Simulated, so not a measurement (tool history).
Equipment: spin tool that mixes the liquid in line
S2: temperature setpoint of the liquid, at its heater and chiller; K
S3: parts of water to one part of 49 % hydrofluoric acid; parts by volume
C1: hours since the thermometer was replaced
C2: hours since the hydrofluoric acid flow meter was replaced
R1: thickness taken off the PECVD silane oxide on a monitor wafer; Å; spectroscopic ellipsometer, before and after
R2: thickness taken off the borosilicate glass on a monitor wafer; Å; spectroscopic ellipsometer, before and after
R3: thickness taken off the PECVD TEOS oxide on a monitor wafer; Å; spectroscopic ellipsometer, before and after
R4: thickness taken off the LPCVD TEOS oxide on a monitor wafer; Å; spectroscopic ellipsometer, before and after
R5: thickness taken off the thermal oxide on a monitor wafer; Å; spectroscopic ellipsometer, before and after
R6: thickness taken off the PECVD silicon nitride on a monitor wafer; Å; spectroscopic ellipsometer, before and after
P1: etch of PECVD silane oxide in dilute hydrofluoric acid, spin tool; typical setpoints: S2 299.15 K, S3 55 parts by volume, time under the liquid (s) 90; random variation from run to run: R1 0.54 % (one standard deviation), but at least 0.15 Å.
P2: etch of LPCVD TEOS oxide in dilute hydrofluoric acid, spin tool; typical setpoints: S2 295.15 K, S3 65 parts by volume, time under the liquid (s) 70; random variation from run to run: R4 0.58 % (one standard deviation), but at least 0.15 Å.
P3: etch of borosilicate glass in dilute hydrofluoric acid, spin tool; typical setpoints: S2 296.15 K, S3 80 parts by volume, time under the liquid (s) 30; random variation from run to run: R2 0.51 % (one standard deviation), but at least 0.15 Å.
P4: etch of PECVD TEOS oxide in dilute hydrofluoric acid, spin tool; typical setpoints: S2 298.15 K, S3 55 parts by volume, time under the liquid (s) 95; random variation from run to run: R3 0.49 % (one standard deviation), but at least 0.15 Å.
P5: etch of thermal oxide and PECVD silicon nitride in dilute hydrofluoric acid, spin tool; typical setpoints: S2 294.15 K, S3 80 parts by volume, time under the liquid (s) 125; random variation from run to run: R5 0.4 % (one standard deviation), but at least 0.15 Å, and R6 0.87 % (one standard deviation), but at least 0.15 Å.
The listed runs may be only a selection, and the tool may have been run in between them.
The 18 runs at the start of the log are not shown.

run 19 day=10.796 | process_that_ran=P1 S2=299.15 S3=55 time_under_the_liquid_(s)=160 | C1=554.3 C2=649.9 | R1=965.47
run 20 day=11.488 | process_that_ran=P5 S2=294.15 S3=80 time_under_the_liquid_(s)=125 | C1=570.9 C2=666.5 | R5=65.331 R6=30.518
run 21 day=11.983 | process_that_ran=P4 S2=298.15 S3=100 time_under_the_liquid_(s)=95 | C1=582.8 C2=678.4 | R3=87.179
run 22 day=12.438 | process_that_ran=P3 S2=296.15 S3=145 time_under_the_liquid_(s)=30 | C1=593.7 C2=689.3 | R2=69.576
run 23 day=13.104 | process_that_ran=P1 S2=299.15 S3=55 time_under_the_liquid_(s)=90 | C1=609.7 C2=705.3 | R1=548.45
run 24 day=13.608 | process_that_ran=P1 S2=299.15 S3=55 time_under_the_liquid_(s)=90 | C1=621.8 C2=717.4 | R1=543.79
run 25 day=13.979 | process_that_ran=P1 S2=290.65 S3=55 time_under_the_liquid_(s)=90 | C1=630.7 C2=726.3 | R1=380.78
run 26 day=14.4 | process_that_ran=P2 S2=295.15 S3=65 time_under_the_liquid_(s)=100 | C1=640.8 C2=736.4 | R4=686.17
run 27 day=15.175 | process_that_ran=P3 S2=300.65 S3=80 time_under_the_liquid_(s)=30 | C1=659.4 C2=755 | R2=161.63
run 28 day=15.767 | process_that_ran=P5 S2=294.15 S3=45 time_under_the_liquid_(s)=125 | C1=673.6 C2=769.2 | R5=120.39 R6=52.972
run 29 day=16.362 | process_that_ran=P2 S2=290.15 S3=65 time_under_the_liquid_(s)=70 | C1=687.9 C2=783.5 | R4=393.15

The next listed run, before its measurement:
run 30 day=16.892 | process_that_ran=P4 S2=298.15 S3=55 time_under_the_liquid_(s)=95 | C1=700.6 C2=796.2 | R3=?

{"run 30": {"R3": 168.06}}
